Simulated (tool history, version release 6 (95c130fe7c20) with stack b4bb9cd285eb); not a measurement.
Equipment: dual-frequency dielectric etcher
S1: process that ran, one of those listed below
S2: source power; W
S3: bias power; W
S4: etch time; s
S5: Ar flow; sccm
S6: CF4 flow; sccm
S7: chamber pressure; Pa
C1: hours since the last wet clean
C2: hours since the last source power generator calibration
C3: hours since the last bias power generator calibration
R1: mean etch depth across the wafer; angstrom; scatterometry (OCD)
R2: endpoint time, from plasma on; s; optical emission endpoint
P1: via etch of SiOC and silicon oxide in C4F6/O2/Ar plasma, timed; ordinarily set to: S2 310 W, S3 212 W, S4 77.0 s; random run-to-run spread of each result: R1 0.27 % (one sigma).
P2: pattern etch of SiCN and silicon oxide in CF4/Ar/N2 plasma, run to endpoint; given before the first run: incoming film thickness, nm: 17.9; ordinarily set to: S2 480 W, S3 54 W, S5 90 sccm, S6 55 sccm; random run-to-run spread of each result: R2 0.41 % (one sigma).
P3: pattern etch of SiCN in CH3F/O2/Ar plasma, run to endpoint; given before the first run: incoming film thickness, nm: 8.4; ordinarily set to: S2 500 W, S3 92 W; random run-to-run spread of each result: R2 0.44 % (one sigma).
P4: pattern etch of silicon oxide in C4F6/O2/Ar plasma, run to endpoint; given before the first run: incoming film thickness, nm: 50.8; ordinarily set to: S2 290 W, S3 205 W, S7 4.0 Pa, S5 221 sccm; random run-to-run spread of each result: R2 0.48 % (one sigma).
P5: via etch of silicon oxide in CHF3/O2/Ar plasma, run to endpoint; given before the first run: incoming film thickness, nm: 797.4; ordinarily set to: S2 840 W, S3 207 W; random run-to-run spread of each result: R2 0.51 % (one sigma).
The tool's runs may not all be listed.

run	hour	S1	S2	S3	S4	S5	S6	S7	C1	C2	C3	R1	R2
1	7.0	P1	310	212	77.0				328.6	1760.3	698.1	839.04	
2	13.2	P2	480	54		115	55		334.8	1766.5	704.3		22.674
3	19.8	P1	310	160	77.0				341.4	1773.1	710.9	765.33	
4	24.8	P5	840	207					346.4	1778.1	715.9		336.390
5	31.6	P3	690	92					353.2	1784.9	722.7		16.954
6	36.8	P5	840	207					358.4	1790.1	727.9		334.950
7	40.7	P2	480	74		90	55		362.3	1794.0	731.8		19.371
8	44.2	P1	310	212	77.0				365.8	1797.5	735.3	838.10	
9	50.0	P2	480	54		90	55		371.6	1803.3	741.1		21.460
10	55.5	P4	190	205		221		4.0	377.1	1808.8	746.6		19.732
11	61.8	P1	310	212	77.0				383.4	1815.1	752.9	837.57	
12	67.0	P2	480	54		90	39		388.6	1820.3	758.1		22.946
13	73.6	P3	500	92					395.2	1826.9	764.7		19.073
14	79.3	P1	310	212	77.0				400.9	1832.6	770.4	836.90	
15	86.4	P1	310	212	47.0				408.0	1839.7	777.5	513.41	
16	91.2	P3	500	92					412.8	1844.5	782.3		19.131
17	95.1	P4	290	205		221		4.0	416.7	1848.4	786.2		16.848
18	100.9	P2	360	54		90	55		422.5	1854.2	792.0		27.729
19	106.5	P1	250	212	77.0				428.1	1859.8	797.6	771.86	
20	112.6	P4	290	205		221		4.8	434.2	1865.9	803.7		17.247
21	118.6	P1	420	133	77.0				440.2	1871.9	809.7	814.36	
22	123.4	P4	290	205		221		4.0	445.0	1876.7	814.5		16.961
23	126.8	P1	430	212	77.0				448.4	1880.1	817.9	949.27	
24	131.1	P4	290	259		221		4.0	452.7	1884.4	822.2		15.508
25	135.3	P4	290	205		138		4.0	456.9	1888.6	826.4		15.957
26	139.2	P3	500	54					460.8	1892.5	830.3		23.116
27	145.2	P1	310	212	113.5				466.8	1898.5	836.3	1241.30	
28	151.3	P5	840	138					472.9	1904.6	842.4		382.000
29	155.1	P5	540	207					476.7	1908.4	846.2		397.440
30	160.7	P1	310	212	77.0				482.3	1914.0	851.8	839.89	
31	165.1	P1	310	253	77.0				486.7	1918.4	856.2	891.60	

Forecast run 32:
32	171.5	P1	310	212	77.0				493.1	1924.8	862.6	?	

{"run 32": {"R1": 835.6}}

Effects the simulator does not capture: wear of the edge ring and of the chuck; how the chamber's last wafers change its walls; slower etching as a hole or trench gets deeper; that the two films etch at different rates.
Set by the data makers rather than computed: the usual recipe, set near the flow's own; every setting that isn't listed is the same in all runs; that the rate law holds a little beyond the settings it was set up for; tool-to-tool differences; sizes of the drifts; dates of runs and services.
